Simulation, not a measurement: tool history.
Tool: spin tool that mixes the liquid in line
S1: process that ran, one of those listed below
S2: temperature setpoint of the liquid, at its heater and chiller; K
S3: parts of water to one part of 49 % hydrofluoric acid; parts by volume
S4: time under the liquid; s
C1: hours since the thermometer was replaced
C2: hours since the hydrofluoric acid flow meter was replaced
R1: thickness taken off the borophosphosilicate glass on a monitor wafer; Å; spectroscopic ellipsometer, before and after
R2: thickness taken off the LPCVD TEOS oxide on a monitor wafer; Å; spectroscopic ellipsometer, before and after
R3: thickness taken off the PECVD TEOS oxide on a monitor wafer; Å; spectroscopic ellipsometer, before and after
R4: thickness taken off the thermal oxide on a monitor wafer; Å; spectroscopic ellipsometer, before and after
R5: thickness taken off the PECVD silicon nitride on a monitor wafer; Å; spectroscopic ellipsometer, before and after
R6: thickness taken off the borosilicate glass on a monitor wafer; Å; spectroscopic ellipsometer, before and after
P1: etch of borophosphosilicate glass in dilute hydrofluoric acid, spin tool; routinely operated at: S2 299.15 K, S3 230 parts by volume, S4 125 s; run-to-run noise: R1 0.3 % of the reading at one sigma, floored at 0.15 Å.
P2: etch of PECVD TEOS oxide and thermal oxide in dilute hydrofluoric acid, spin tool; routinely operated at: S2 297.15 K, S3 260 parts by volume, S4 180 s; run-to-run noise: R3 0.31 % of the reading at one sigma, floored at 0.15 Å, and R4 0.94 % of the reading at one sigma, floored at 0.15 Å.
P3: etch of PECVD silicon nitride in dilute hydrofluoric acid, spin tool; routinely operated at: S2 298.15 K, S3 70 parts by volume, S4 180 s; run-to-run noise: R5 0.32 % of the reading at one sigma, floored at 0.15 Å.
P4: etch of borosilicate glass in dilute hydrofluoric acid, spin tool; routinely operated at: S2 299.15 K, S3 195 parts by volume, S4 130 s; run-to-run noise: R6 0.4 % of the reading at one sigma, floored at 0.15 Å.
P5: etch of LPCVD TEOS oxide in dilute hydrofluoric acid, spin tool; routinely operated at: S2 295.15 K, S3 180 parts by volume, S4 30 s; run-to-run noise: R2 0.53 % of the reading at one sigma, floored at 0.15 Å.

run 1 day=0.183 | S1=P1 S2=299.15 S3=230 S4=125 | C1=507.7 C2=1013.6 | R1=170.21
run 2 day=0.346 | S1=P5 S2=290.65 S3=180 S4=30 | C1=511.6 C2=1017.5 | R2=67.298
run 3 day=0.600 | S1=P1 S2=299.15 S3=230 S4=125 | C1=517.7 C2=1023.6 | R1=171.24
run 4 day=0.800 | S1=P2 S2=290.15 S3=260 S4=180 | C1=522.5 C2=1028.4 | R3=121.290 R4=20.620
run 5 day=1.133 | S1=P1 S2=299.15 S3=65 S4=125 | C1=530.5 C2=1036.4 | R1=736.47
run 6 day=1.379 | S1=P3 S2=291.65 S3=70 S4=180 | C1=536.4 C2=1042.3 | R5=66.011
run 7 day=1.646 | S1=P4 S2=303.65 S3=195 S4=130 | C1=542.8 C2=1048.7 | R6=360.68
run 8 day=1.967 | S1=P5 S2=295.15 S3=180 S4=15 | C1=550.5 C2=1056.4 | R2=40.563
run 9 day=2.188 | S1=P1 S2=294.65 S3=305 S4=125 | C1=555.8 C2=1061.7 | R1=101.96
run 10 day=2.404 | S1=P4 S2=299.15 S3=195 S4=240 | C1=561.0 C2=1066.9 | R6=564.62
run 11 day=2.692 | S1=P5 S2=295.15 S3=245 S4=30 | C1=567.9 C2=1073.8 | R2=54.809
run 12 day=2.850 | S1=P2 S2=297.15 S3=385 S4=180 | C1=571.7 C2=1077.6 | R3=94.098 R4=16.584
run 13 day=3.200 | S1=P3 S2=298.15 S3=70 S4=320 | C1=580.1 C2=1086.0 | R5=182.060
run 14 day=3.458 | S1=P1 S2=299.15 S3=230 S4=125 | C1=586.3 C2=1092.2 | R1=171.10
run 15 day=3.758 | S1=P1 S2=293.65 S3=150 S4=125 | C1=593.5 C2=1099.4 | R1=232.02
run 16 day=4.054 | S1=P3 S2=298.15 S3=120 S4=180 | C1=600.6 C2=1106.5 | R5=60.079
run 17 day=4.267 | S1=P1 S2=307.15 S3=230 S4=125 | C1=605.7 C2=1111.6 | R1=224.01
run 18 day=4.508 | S1=P1 S2=299.15 S3=230 S4=190 | C1=611.5 C2=1117.4 | R1=259.66
run 19 day=4.796 | S1=P4 S2=299.15 S3=195 S4=130 | C1=618.4 C2=1124.3 | R6=307.01
run 20 day=5.108 | S1=P2 S2=297.15 S3=260 S4=180 | C1=625.9 C2=1131.8 | R3=157.260 R4=27.002
run 21 day=5.342 | S1=P3 S2=298.15 S3=70 S4=180 | C1=631.5 C2=1137.4 | R5=103.190
run 22 day=5.629 | S1=P1 S2=299.15 S3=340 S4=125 | C1=638.4 C2=1144.3 | R1=103.18
run 23 day=5.950 | S1=P1 S2=299.15 S3=230 S4=40 | C1=646.1 C2=1152.0 | R1=54.53
run 24 day=6.242 | S1=P2 S2=297.15 S3=260 S4=180 | C1=653.1 C2=1159.0 | R3=156.960 R4=26.676
run 25 day=6.525 | S1=P1 S2=292.15 S3=230 S4=125 | C1=659.9 C2=1165.8 | R1=131.39
run 26 day=6.738 | S1=P4 S2=299.15 S3=355 S4=130 | C1=665.0 C2=1170.9 | R6=143.14
run 27 day=6.904 | S1=P2 S2=297.15 S3=260 S4=315 | C1=669.0 C2=1174.9 | R3=274.090 R4=47.713
run 28 day=7.171 | S1=P1 S2=299.15 S3=230 S4=125 | C1=675.4 C2=1181.3 | R1=170.85
run 29 day=7.475 | S1=P5 S2=295.15 S3=180 S4=30 | C1=682.7 C2=1188.6 | R2=80.134
run 30 day=7.696 | S1=P1 S2=299.15 S3=230 S4=125 | C1=688.0 C2=1193.9 | R1=170.35
run 31 day=8.008 | S1=P1 S2=299.15 S3=230 S4=125 | C1=695.5 C2=1201.4 | R1=166.41
run 32 day=8.292 | S1=P1 S2=299.15 S3=230 S4=125 | C1=702.3 C2=1208.2 | R1=163.66
run 33 day=8.625 | S1=P1 S2=299.15 S3=230 S4=125 | C1=710.3 C2=1216.2 | R1=162.01
run 34 day=8.854 | S1=P1 S2=299.15 S3=230 S4=125 | C1=715.8 C2=1221.7 | R1=161.50
run 35 day=9.042 | S1=P1 S2=299.15 S3=230 S4=125 | C1=720.3 C2=1226.2 | R1=161.11
run 36 day=9.229 | S1=P1 S2=299.15 S3=230 S4=125 | C1=724.8 C2=1230.7 | R1=161.70
run 37 day=9.450 | S1=P1 S2=299.15 S3=230 S4=125 | C1=730.1 C2=1236.0 | R1=160.60
run 38 day=9.688 | S1=P1 S2=299.15 S3=230 S4=125 | C1=735.8 C2=1241.7 | R1=160.27

P1 no longer gives what it gave before; its output has crept away from where it was. The following 2 causes, each at its listed size, fit the log equally well:
A: hydrofluoric acid flow below the setpoint (%) = 4.61
B: liquid colder than its thermometer reads (K) = 1.66
At approximately day 7.696, the process output began to creep.

Of the 4 check runs listed below, each run on one wafer and each result written as a question mark, which would let you distinguish the listed causes because they would give clearly different results?
run check 1 day=9.925 | S1=P3 S2=298.15 S3=70 S4=180 | R5=?
run check 2 day=9.925 | S1=P4 S2=299.15 S3=195 S4=130 | R6=?
run check 3 day=9.925 | S1=P2 S2=297.15 S3=260 S4=180 | R3=? R4=?
run check 4 day=9.925 | S1=P5 S2=295.15 S3=180 S4=30 | R2=?

Expected result of each check under each candidate cause:
check=check_1 result=R5 if_A=97.936 if_B=91.842
check=check_2 result=R6 if_A=290.20 if_B=289.33
check=check_3 result=R3 if_A=147.980 if_B=148.010
check=check_3 result=R4 if_A=25.483 if_B=25.488
check=check_4 result=R2 if_A=76.102 if_B=75.513
Smallest distance between any two causes, each pair judged by its most separating result, in per cent: check 1 6.42 %; check 2 0.3 %; check 3 0.02 %; check 4 0.78 %
Only check 1 tells the causes apart: in the others they would give nearly the same result.

Check 1 has now been run. It gave: R5 91.815 Å. Which of the candidate causes is it?

It was cause B: liquid colder than its thermometer reads (K).
